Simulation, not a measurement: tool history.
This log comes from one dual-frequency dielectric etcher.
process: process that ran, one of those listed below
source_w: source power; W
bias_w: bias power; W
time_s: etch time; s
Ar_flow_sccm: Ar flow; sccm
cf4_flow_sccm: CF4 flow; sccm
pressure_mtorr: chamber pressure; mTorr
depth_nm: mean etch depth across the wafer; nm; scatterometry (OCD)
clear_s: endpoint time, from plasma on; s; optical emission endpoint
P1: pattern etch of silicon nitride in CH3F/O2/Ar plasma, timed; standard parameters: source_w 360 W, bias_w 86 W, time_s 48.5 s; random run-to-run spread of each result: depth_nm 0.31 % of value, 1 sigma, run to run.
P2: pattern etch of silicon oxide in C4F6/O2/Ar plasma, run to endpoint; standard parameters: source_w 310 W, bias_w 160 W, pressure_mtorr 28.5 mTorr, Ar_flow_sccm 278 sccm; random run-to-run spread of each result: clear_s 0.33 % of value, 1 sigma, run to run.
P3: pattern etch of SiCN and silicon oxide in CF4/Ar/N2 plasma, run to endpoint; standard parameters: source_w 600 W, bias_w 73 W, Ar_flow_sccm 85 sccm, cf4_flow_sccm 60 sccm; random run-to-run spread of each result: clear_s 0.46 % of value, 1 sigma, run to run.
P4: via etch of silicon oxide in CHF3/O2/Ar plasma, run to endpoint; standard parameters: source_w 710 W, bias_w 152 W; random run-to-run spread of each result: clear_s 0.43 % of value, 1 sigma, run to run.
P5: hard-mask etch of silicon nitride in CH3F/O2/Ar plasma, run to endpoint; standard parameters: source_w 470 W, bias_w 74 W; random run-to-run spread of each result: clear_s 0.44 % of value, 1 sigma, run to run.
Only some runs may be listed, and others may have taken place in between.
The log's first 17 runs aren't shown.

| run | hour | process | source_w | bias_w | time_s | Ar_flow_sccm | cf4_flow_sccm | pressure_mtorr | hours since the last wet clean | hours since the last source power generator calibration | hours since the last bias power generator calibration | depth_nm | clear_s |
|---|---|---|---|---|---|---|---|---|---|---|---|---|---|
| 18 | 118.8 | P5 | 620 | 74 |  |  |  |  | 424.3 | 504.3 | 35.6 |  | 57.0850 |
| 19 | 126.6 | P5 | 470 | 74 |  |  |  |  | 432.1 | 512.1 | 43.4 |  | 62.8790 |
| 20 | 136.4 | P1 | 360 | 86 | 68.0 |  |  |  | 441.9 | 521.9 | 53.2 | 48.562 |  |
| 21 | 145.0 | P1 | 360 | 86 | 48.5 |  |  |  | 450.5 | 530.5 | 61.8 | 34.749 |  |
| 22 | 150.5 | P3 | 450 | 73 |  | 85 | 60 |  | 456.0 | 536.0 | 67.3 |  | 12.2710 |
| 23 | 160.2 | P1 | 360 | 117 | 71.0 |  |  |  | 465.7 | 545.7 | 77.0 | 57.082 |  |
| 24 | 166.6 | P5 | 470 | 102 |  |  |  |  | 472.1 | 552.1 | 83.4 |  | 56.4990 |
| 25 | 172.4 | P4 | 710 | 204 |  |  |  |  | 477.9 | 557.9 | 89.2 |  | 333.2200 |
| 26 | 181.1 | P3 | 600 | 73 |  | 85 | 60 |  | 486.6 | 566.6 | 97.9 |  | 9.6917 |
| 27 | 191.3 | P3 | 600 | 73 |  | 61 | 60 |  | 496.8 | 576.8 | 108.1 |  | 9.1360 |
| 28 | 199.2 | P4 | 710 | 152 |  |  |  |  | 504.7 | 584.7 | 116.0 |  | 368.5100 |
| 29 | 209.0 | P1 | 490 | 62 | 48.5 |  |  |  | 514.5 | 594.5 | 125.8 | 35.143 |  |
| 30 | 215.5 | P2 | 310 | 160 |  | 183 |  | 28.5 | 521.0 | 601.0 | 132.3 |  | 8.7169 |
| 31 | 225.2 | P1 | 360 | 86 | 48.5 |  |  |  | 530.7 | 610.7 | 142.0 | 35.057 |  |
| 32 | 229.9 | P3 | 600 | 73 |  | 85 | 82 |  | 535.4 | 615.4 | 146.7 |  | 9.1801 |
| 33 | 236.3 | P2 | 310 | 160 |  | 278 |  | 36.0 | 541.8 | 621.8 | 153.1 |  | 9.3721 |
| 34 | 246.0 | P1 | 360 | 86 | 48.5 |  |  |  | 551.5 | 631.5 | 162.8 | 34.746 |  |
| 35 | 256.2 | P1 | 360 | 86 | 48.5 |  |  |  | 561.7 | 641.7 | 173.0 | 34.544 |  |

What does the tool deliver on the next run?
| 36 | 264.5 | P1 | 360 | 86 | 48.5 |  |  |  | 570.0 | 650.0 | 181.3 | ? |  |

depth_nm: 34.527 nm
